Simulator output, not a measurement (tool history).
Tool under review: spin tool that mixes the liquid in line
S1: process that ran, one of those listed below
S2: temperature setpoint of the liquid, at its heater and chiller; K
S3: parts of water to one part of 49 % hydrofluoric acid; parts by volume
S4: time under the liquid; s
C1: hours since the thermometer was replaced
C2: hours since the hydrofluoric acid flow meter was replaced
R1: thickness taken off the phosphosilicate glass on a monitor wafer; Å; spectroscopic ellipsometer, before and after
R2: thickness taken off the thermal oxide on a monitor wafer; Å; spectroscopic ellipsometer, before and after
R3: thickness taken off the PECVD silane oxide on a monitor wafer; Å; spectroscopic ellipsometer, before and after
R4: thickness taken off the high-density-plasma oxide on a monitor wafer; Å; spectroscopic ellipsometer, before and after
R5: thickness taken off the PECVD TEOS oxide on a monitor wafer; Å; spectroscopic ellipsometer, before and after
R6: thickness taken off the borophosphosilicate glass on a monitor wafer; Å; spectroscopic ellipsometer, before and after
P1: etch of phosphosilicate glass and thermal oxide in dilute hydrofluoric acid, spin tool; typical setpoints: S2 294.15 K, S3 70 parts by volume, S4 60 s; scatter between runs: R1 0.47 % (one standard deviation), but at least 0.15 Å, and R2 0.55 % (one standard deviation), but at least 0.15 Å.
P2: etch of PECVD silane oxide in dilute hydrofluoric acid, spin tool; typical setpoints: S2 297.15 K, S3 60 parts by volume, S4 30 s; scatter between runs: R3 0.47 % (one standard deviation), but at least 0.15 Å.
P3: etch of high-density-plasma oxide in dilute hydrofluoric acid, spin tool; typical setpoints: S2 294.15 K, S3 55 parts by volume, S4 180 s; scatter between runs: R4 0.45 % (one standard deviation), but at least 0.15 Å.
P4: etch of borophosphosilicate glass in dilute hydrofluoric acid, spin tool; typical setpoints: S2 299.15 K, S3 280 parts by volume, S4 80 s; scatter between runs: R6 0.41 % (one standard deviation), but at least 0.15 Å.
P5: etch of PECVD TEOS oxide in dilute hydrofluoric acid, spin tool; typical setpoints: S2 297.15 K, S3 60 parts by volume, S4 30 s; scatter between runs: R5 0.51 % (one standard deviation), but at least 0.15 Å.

run     day  S1      S2   S3   S4     C1      C2       R1       R2      R3       R4       R5      R6
  1   0.346  P1  294.15   70   60  349.0  1279.8   519.39   36.715
  2   0.738  P2  297.15   60   30  358.4  1289.2                    185.40
  3   1.012  P1  294.15  110   30  365.0  1295.8   157.50   11.258
  4   1.450  P2  297.15   20   30  375.5  1306.3                    586.23
  5   1.821  P1  294.15   70   30  384.4  1315.2   263.97   18.632
  6   2.233  P3  294.15  105  180  394.3  1325.1                             77.498
  7   2.529  P5  297.15   95   30  401.4  1332.2                                      40.998
  8   2.750  P5  297.15   60   30  406.7  1337.5                                      67.451
  9   3.208  P1  294.15   70   60  417.7  1348.5   525.55   37.640
 10   3.592  P5  297.15   60   30  426.9  1357.7                                      67.577
 11   4.008  P3  294.15   55  325  436.9  1367.7                            283.560
 12   4.350  P4  299.15  475   80  445.1  1375.9                                              35.898
 13   4.642  P4  293.15  280   80  452.1  1382.9                                              59.841
 14   5.062  P1  294.15   70   60  462.2  1393.0   520.69   37.500
 15   5.446  P1  294.15   40   60  471.4  1402.2   947.83   67.874
 16   5.821  P2  297.15   60   55  480.4  1411.2                    338.31
 17   6.158  P1  294.15   70   60  488.5  1419.3   523.39   37.380
 18   6.500  P4  299.15  280   80  496.7  1427.5                                              73.628
 19   6.850  P3  290.15   55  180  505.1  1435.9                            131.670
 20   7.250  P3  294.15   55  180  514.7  1445.5                            155.480
 21   7.525  P5  290.15   60   30  521.3  1452.1                                      50.803
 22   7.758  P2  291.65   60   30  526.9  1457.7                    146.67
 23   8.233  P1  294.15   70   60  538.3  1469.1   521.36   37.668
 24   8.488  P1  294.15  125   60  544.4  1475.2   274.06   19.805
 25   8.954  P1  302.15   70   60  555.6  1486.4   720.53   51.556
 26   9.262  P5  297.15   60   55  563.0  1493.8                                     124.270
 27   9.700  P4  299.15  280   35  573.5  1504.3                                              32.158
 28  10.146  P1  294.15   70   90  584.2  1515.0   782.74   56.566
 29  10.479  P1  294.15   70   60  592.2  1523.0   521.53   37.307
 30  10.733  P1  290.15   70   60  598.3  1529.1   445.24   31.390
 31  11.117  P1  298.15   20   60  607.5  1538.3  2289.00  163.380
 32  11.604  P1  294.15   70   60  619.2  1550.0   525.98   37.321
 33  11.917  P1  294.15   70   60  626.7  1557.5   521.07   37.213
 34  12.321  P1  294.15   70   60  636.4  1567.2   505.93   36.178
 35  12.592  P1  294.15   70   60  642.9  1573.7   492.54   35.823
 36  13.046  P1  294.15   70   60  653.8  1584.6   489.19   34.782
 37  13.358  P1  294.15   70   60  661.3  1592.1   481.41   34.773
 38  13.846  P1  294.15   70   60  673.0  1603.8   481.70   34.690
 39  14.150  P1  294.15   70   60  680.3  1611.1   476.80   33.901
 40  14.554  P1  294.15   70   60  690.0  1620.8   475.95   34.045
 41  14.850  P1  294.15   70   60  697.1  1627.9   476.22   34.267
 42  15.200  P1  294.15   70   60  705.5  1636.3   473.68   34.010
 43  15.604  P1  294.15   70   60  715.2  1646.0   475.13   33.786

What P1 gives has crept off from where it sat before. The 2 causes that follow fit the log equally well, each at the size noted:
A: liquid colder than its thermometer reads (K) = 2.32
B: hydrofluoric acid flow below the setpoint (%) = 8.56
Creep in the process output first set in at about day 11.917.

Listed below are the offered check runs, one wafer per run, with question marks in place of results. For which of them would the causes give clearly different outcomes?
check 1  16.008  P4  299.15  280   80                               ?
check 2  16.008  P3  294.15   55  180                       ?
check 3  16.008  P5  297.15   60   30                           ?
check 4  16.008  P2  297.15   60   30                   ?

How each check would come out, cause by cause:
  check  result     if A     if B
check 1      R6   68.055   65.680
check 2      R4  142.490  142.850
check 3      R5   61.732   61.656
check 4      R3   168.28   168.07
How far apart the two closest causes lie, in the result that separates them most: check 1 3.55 %; check 2 0.25 %; check 3 0.12 %; check 4 0.12 %
Check 1 distinguishes between the causes, while the remaining checks would return nearly the same result for all of them.

Running check 1 produced the following: R6 65.442 Å. Which one of the listed causes fits?

The cause is B: hydrofluoric acid flow below the setpoint (%).
